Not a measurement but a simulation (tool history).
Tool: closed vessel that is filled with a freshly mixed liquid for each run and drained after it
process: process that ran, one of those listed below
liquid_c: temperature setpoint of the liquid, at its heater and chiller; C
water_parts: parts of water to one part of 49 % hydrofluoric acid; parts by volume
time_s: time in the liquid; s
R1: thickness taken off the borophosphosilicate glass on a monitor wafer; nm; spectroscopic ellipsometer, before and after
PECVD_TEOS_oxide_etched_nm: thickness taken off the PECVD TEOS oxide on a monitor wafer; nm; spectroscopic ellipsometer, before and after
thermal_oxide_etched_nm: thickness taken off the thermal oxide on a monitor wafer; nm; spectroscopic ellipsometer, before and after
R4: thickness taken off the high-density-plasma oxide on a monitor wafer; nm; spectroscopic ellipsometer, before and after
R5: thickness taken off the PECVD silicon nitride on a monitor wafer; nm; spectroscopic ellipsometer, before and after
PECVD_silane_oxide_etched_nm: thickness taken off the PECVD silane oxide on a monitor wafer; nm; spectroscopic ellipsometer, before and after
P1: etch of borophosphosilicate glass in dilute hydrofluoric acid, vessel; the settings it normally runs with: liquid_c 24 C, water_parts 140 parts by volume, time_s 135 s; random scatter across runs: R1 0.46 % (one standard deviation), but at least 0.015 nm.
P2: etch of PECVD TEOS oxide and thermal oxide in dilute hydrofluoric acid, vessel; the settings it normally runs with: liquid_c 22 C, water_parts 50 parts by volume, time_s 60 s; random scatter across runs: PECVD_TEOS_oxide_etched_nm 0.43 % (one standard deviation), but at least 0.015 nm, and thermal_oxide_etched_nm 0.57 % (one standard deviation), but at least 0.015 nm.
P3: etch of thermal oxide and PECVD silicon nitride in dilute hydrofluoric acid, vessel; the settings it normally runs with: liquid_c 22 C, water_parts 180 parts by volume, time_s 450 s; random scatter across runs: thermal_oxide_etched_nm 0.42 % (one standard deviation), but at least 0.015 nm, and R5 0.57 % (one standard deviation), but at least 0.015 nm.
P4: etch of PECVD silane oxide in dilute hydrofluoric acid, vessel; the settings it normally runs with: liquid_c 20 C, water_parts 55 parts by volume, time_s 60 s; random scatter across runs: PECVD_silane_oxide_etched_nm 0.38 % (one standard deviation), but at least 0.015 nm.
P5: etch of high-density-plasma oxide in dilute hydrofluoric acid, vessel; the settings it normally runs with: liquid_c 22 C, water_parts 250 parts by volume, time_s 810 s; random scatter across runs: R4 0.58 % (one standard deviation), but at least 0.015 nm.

Run 1, hour 15.2: process P1, liquid_c 24 C, water_parts 140 parts by volume, time_s 135 s. Result: R1 50.051 nm.
Run 2, hour 29.4: process P2, liquid_c 22 C, water_parts 90 parts by volume, time_s 60 s. Result: PECVD_TEOS_oxide_etched_nm 8.2986 nm, thermal_oxide_etched_nm 2.8834 nm.
Run 3, hour 37.9: process P5, liquid_c 22 C, water_parts 250 parts by volume, time_s 810 s. Result: R4 15.549 nm.
Run 4, hour 53.6: process P3, liquid_c 22 C, water_parts 180 parts by volume, time_s 450 s. Result: thermal_oxide_etched_nm 9.399 nm, R5 6.2733 nm.
Run 5, hour 68.2: process P4, liquid_c 20 C, water_parts 90 parts by volume, time_s 60 s. Result: PECVD_silane_oxide_etched_nm 9.086 nm.
Run 6, hour 85.1: process P2, liquid_c 22 C, water_parts 50 parts by volume, time_s 110 s. Result: PECVD_TEOS_oxide_etched_nm 28.659 nm, thermal_oxide_etched_nm 10.005 nm.
Run 7, hour 96: process P5, liquid_c 30.5 C, water_parts 250 parts by volume, time_s 810 s. Result: R4 20.955 nm.
Run 8, hour 106.2: process P1, liquid_c 24 C, water_parts 225 parts by volume, time_s 30 s. Result: R1 6.3155 nm.
Run 9, hour 114.8: process P1, liquid_c 24 C, water_parts 140 parts by volume, time_s 135 s. Result: R1 50.133 nm.
Run 10, hour 131.5: process P5, liquid_c 22 C, water_parts 365 parts by volume, time_s 810 s. Result: R4 9.5718 nm.
Run 11, hour 144.4: process P2, liquid_c 22 C, water_parts 50 parts by volume, time_s 60 s. Result: PECVD_TEOS_oxide_etched_nm 15.577 nm, thermal_oxide_etched_nm 5.4356 nm.
Run 12, hour 156.3: process P3, liquid_c 22 C, water_parts 180 parts by volume, time_s 865 s. Result: thermal_oxide_etched_nm 17.982 nm, R5 12.052 nm.
Run 13, hour 164.7: process P1, liquid_c 24 C, water_parts 65 parts by volume, time_s 65 s. Result: R1 57.483 nm.
Run 14, hour 180.4: process P1, liquid_c 24 C, water_parts 220 parts by volume, time_s 135 s. Result: R1 29.234 nm.
Run 15, hour 198.2: process P3, liquid_c 22 C, water_parts 180 parts by volume, time_s 450 s. Result: thermal_oxide_etched_nm 9.3881 nm, R5 6.2909 nm.
Run 16, hour 208.9: process P4, liquid_c 20 C, water_parts 55 parts by volume, time_s 100 s. Result: PECVD_silane_oxide_etched_nm 25.977 nm.
Run 17, hour 218.9: process P5, liquid_c 22 C, water_parts 250 parts by volume, time_s 810 s. Result: R4 15.707 nm.
Run 18, hour 235.3: process P2, liquid_c 27.5 C, water_parts 50 parts by volume, time_s 60 s. Result: PECVD_TEOS_oxide_etched_nm 19.43 nm, thermal_oxide_etched_nm 6.7796 nm.
Run 19, hour 246.9: process P3, liquid_c 22 C, water_parts 110 parts by volume, time_s 450 s. Result: thermal_oxide_etched_nm 16.459 nm, R5 10.239 nm.
Run 20, hour 260.6: process P3, liquid_c 17 C, water_parts 180 parts by volume, time_s 450 s. Result: thermal_oxide_etched_nm 7.6978 nm, R5 4.5219 nm.
Run 21, hour 270.1: process P2, liquid_c 22 C, water_parts 50 parts by volume, time_s 60 s. Result: PECVD_TEOS_oxide_etched_nm 15.596 nm, thermal_oxide_etched_nm 5.4822 nm.
Run 22, hour 285.3: process P4, liquid_c 28 C, water_parts 55 parts by volume, time_s 60 s. Result: PECVD_silane_oxide_etched_nm 21.383 nm.
Run 23, hour 301.4: process P1, liquid_c 24 C, water_parts 140 parts by volume, time_s 45 s. Result: R1 16.802 nm.
Run 24, hour 316.2: process P1, liquid_c 20 C, water_parts 140 parts by volume, time_s 135 s. Result: R1 42.334 nm.
Run 25, hour 328.1: process P1, liquid_c 24 C, water_parts 140 parts by volume, time_s 135 s. Result: R1 49.617 nm.

Forecast run 26:
Run 26, hour 345.3: process P1, liquid_c 24 C, water_parts 35 parts by volume, time_s 135 s. Result: R1 ?.

R1: 228.76 nm

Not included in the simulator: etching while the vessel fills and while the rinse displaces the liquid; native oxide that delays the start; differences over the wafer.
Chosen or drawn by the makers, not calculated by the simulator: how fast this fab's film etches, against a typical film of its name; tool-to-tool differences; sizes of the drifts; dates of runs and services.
